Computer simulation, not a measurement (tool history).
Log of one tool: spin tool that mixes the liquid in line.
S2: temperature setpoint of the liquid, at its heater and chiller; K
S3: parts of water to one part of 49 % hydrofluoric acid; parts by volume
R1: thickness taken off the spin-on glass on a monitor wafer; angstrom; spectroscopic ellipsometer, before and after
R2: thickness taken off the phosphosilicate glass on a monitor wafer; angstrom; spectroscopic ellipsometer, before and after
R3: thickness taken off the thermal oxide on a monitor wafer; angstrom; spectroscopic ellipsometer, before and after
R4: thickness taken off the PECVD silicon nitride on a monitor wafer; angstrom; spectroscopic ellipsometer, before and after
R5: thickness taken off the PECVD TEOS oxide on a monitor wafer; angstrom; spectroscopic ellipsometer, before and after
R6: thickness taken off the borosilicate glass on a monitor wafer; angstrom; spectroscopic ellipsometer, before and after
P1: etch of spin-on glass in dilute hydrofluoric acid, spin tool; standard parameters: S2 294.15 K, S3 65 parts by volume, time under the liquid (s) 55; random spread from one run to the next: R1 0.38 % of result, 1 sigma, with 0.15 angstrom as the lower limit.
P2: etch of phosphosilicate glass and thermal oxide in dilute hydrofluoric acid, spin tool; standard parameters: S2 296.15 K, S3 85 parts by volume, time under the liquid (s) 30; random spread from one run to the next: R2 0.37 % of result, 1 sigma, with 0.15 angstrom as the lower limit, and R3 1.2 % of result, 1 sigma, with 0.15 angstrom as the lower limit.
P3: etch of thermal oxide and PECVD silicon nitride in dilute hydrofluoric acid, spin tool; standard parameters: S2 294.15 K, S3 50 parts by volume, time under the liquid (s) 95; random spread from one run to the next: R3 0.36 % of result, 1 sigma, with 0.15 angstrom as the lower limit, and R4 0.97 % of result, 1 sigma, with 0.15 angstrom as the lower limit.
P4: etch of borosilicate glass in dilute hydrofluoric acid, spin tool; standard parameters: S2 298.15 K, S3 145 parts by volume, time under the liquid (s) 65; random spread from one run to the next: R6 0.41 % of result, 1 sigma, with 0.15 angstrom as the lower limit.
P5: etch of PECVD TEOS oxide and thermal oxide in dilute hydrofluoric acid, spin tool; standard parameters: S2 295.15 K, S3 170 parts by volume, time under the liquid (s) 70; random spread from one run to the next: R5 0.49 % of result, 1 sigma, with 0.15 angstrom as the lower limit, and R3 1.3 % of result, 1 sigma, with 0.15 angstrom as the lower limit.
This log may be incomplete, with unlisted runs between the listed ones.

{"run": 1, "hour": 14.3, "process that ran": "P1", "S2": 294.15, "S3": 65, "time under the liquid (s)": 55, "R1": 338.0}
{"run": 2, "hour": 23.7, "process that ran": "P2", "S2": 296.15, "S3": 85, "time under the liquid (s)": 30, "R2": 635.97, "R3": 17.674}
{"run": 3, "hour": 34.8, "process that ran": "P3", "S2": 294.15, "S3": 50, "time under the liquid (s)": 95, "R3": 83.469, "R4": 25.593}
{"run": 4, "hour": 44.8, "process that ran": "P1", "S2": 294.15, "S3": 65, "time under the liquid (s)": 20, "R1": 122.97}
{"run": 5, "hour": 60.1, "process that ran": "P5", "S2": 295.15, "S3": 35, "time under the liquid (s)": 70, "R3": 90.458, "R5": 471.85}
{"run": 6, "hour": 67.4, "process that ran": "P1", "S2": 294.15, "S3": 65, "time under the liquid (s)": 55, "R1": 339.02}
{"run": 7, "hour": 80.8, "process that ran": "P1", "S2": 299.15, "S3": 65, "time under the liquid (s)": 55, "R1": 415.98}
{"run": 8, "hour": 90.4, "process that ran": "P1", "S2": 294.15, "S3": 100, "time under the liquid (s)": 55, "R1": 209.82}
{"run": 9, "hour": 104.2, "process that ran": "P2", "S2": 296.15, "S3": 25, "time under the liquid (s)": 30, "R2": 2336.7, "R3": 63.0}
{"run": 10, "hour": 113.6, "process that ran": "P3", "S2": 294.15, "S3": 50, "time under the liquid (s)": 175, "R3": 153.85, "R4": 46.6}
{"run": 11, "hour": 127.3, "process that ran": "P1", "S2": 290.15, "S3": 65, "time under the liquid (s)": 55, "R1": 286.4}
{"run": 12, "hour": 138.0, "process that ran": "P2", "S2": 303.65, "S3": 85, "time under the liquid (s)": 30, "R2": 854.38, "R3": 23.063}
{"run": 13, "hour": 147.9, "process that ran": "P4", "S2": 298.15, "S3": 145, "time under the liquid (s)": 15, "R6": 55.739}
{"run": 14, "hour": 159.3, "process that ran": "P1", "S2": 302.15, "S3": 65, "time under the liquid (s)": 15, "R1": 127.76}
{"run": 15, "hour": 167.4, "process that ran": "P3", "S2": 299.15, "S3": 50, "time under the liquid (s)": 95, "R3": 102.86, "R4": 35.523}
{"run": 16, "hour": 182.9, "process that ran": "P1", "S2": 294.15, "S3": 30, "time under the liquid (s)": 55, "R1": 767.23}
{"run": 17, "hour": 196.1, "process that ran": "P4", "S2": 298.15, "S3": 145, "time under the liquid (s)": 65, "R6": 243.07}
{"run": 18, "hour": 208.6, "process that ran": "P1", "S2": 294.15, "S3": 65, "time under the liquid (s)": 55, "R1": 337.03}
{"run": 19, "hour": 217.9, "process that ran": "P5", "S2": 295.15, "S3": 170, "time under the liquid (s)": 15, "R3": 3.1663, "R5": 17.911}
{"run": 20, "hour": 231.7, "process that ran": "P4", "S2": 291.65, "S3": 145, "time under the liquid (s)": 65, "R6": 186.84}
{"run": 21, "hour": 245.9, "process that ran": "P4", "S2": 298.15, "S3": 70, "time under the liquid (s)": 65, "R6": 555.27}
{"run": 22, "hour": 253.4, "process that ran": "P1", "S2": 290.15, "S3": 65, "time under the liquid (s)": 15, "R1": 77.843}
{"run": 23, "hour": 264.7, "process that ran": "P1", "S2": 294.15, "S3": 65, "time under the liquid (s)": 55, "R1": 337.74}
{"run": 24, "hour": 278.9, "process that ran": "P2", "S2": 296.15, "S3": 85, "time under the liquid (s)": 60, "R2": 1268.9, "R3": 34.959}
{"run": 25, "hour": 294.7, "process that ran": "P1", "S2": 294.15, "S3": 65, "time under the liquid (s)": 95, "R1": 583.67}
{"run": 26, "hour": 306.0, "process that ran": "P5", "S2": 301.15, "S3": 170, "time under the liquid (s)": 70, "R3": 19.88, "R5": 103.79}
{"run": 27, "hour": 316.1, "process that ran": "P5", "S2": 295.15, "S3": 170, "time under the liquid (s)": 70, "R3": 15.636, "R5": 83.121}
{"run": 28, "hour": 329.3, "process that ran": "P3", "S2": 294.15, "S3": 80, "time under the liquid (s)": 95, "R3": 50.232, "R4": 15.869}
{"run": 29, "hour": 340.2, "process that ran": "P3", "S2": 294.15, "S3": 50, "time under the liquid (s)": 95, "R3": 83.073, "R4": 25.687}
{"run": 30, "hour": 356.4, "process that ran": "P5", "S2": 295.15, "S3": 170, "time under the liquid (s)": 70, "R3": 15.621, "R5": 82.544}
{"run": 31, "hour": 367.6, "process that ran": "P1", "S2": 294.15, "S3": 65, "time under the liquid (s)": 55, "R1": 338.15}
{"run": 32, "hour": 380.7, "process that ran": "P1", "S2": 294.15, "S3": 65, "time under the liquid (s)": 55, "R1": 339.33}
{"run": 33, "hour": 393.6, "process that ran": "P1", "S2": 294.15, "S3": 65, "time under the liquid (s)": 55, "R1": 328.78}
{"run": 34, "hour": 404.0, "process that ran": "P1", "S2": 294.15, "S3": 65, "time under the liquid (s)": 55, "R1": 325.01}
{"run": 35, "hour": 413.3, "process that ran": "P1", "S2": 294.15, "S3": 65, "time under the liquid (s)": 55, "R1": 321.42}
{"run": 36, "hour": 428.7, "process that ran": "P1", "S2": 294.15, "S3": 65, "time under the liquid (s)": 55, "R1": 316.58}
{"run": 37, "hour": 439.1, "process that ran": "P1", "S2": 294.15, "S3": 65, "time under the liquid (s)": 55, "R1": 316.39}
{"run": 38, "hour": 447.1, "process that ran": "P1", "S2": 294.15, "S3": 65, "time under the liquid (s)": 55, "R1": 315.12}
{"run": 39, "hour": 459.2, "process that ran": "P1", "S2": 294.15, "S3": 65, "time under the liquid (s)": 55, "R1": 312.96}
{"run": 40, "hour": 468.6, "process that ran": "P1", "S2": 294.15, "S3": 65, "time under the liquid (s)": 55, "R1": 313.01}
{"run": 41, "hour": 482.4, "process that ran": "P1", "S2": 294.15, "S3": 65, "time under the liquid (s)": 55, "R1": 311.38}
{"run": 42, "hour": 493.8, "process that ran": "P1", "S2": 294.15, "S3": 65, "time under the liquid (s)": 55, "R1": 312.49}
{"run": 43, "hour": 509.9, "process that ran": "P1", "S2": 294.15, "S3": 65, "time under the liquid (s)": 55, "R1": 312.42}

P1 no longer gives what it gave before; its output has crept away from where it was. The following 2 causes, each at its listed size, fit the log equally well:
A: hydrofluoric acid flow below the setpoint (%) = 7.26
B: liquid colder than its thermometer reads (K) = 1.94
The creep began at about hour 380.7.

Which of the 4 check runs listed below, each an average over 2 wafers with its results shown as question marks, gives clearly different results under the different listed causes?
{"run": "check 1", "hour": 526.0, "process that ran": "P4", "S2": 298.15, "S3": 85, "time under the liquid (s)": 65, "R6": "?"}
{"run": "check 2", "hour": 526.0, "process that ran": "P2", "S2": 299.65, "S3": 45, "time under the liquid (s)": 30, "R2": "?", "R3": "?"}
{"run": "check 3", "hour": 526.0, "process that ran": "P3", "S2": 294.15, "S3": 65, "time under the liquid (s)": 150, "R3": "?", "R4": "?"}
{"run": "check 4", "hour": 526.0, "process that ran": "P5", "S2": 299.65, "S3": 35, "time under the liquid (s)": 70, "R3": "?", "R5": "?"}

Outcome of each check run for each possible cause:
check=check_1 result=R6 if_A=409.460 if_B=411.990
check=check_2 result=R2 if_A=1350.20 if_B=1351.70
check=check_2 result=R3 if_A=36.7890 if_B=36.8290
check=check_3 result=R3 if_A=91.9500 if_B=91.9480
check=check_3 result=R4 if_A=28.916 if_B=27.226
check=check_4 result=R3 if_A=99.8830 if_B=99.8230
check=check_4 result=R5 if_A=525.860 if_B=525.550
How far apart the two closest causes lie, in the result that separates them most: check 1 0.61 %; check 2 0.11 %; check 3 6.02 %; check 4 0.06 %
The other checks would show nearly matching results whichever cause is true, so check 3 is the only one that separates the causes.

Then check 3 was run and gave: R3 92.1540 angstrom; R4 28.839 angstrom. Which cause is it?

The correct cause is A, namely: hydrofluoric acid flow below the setpoint (%).

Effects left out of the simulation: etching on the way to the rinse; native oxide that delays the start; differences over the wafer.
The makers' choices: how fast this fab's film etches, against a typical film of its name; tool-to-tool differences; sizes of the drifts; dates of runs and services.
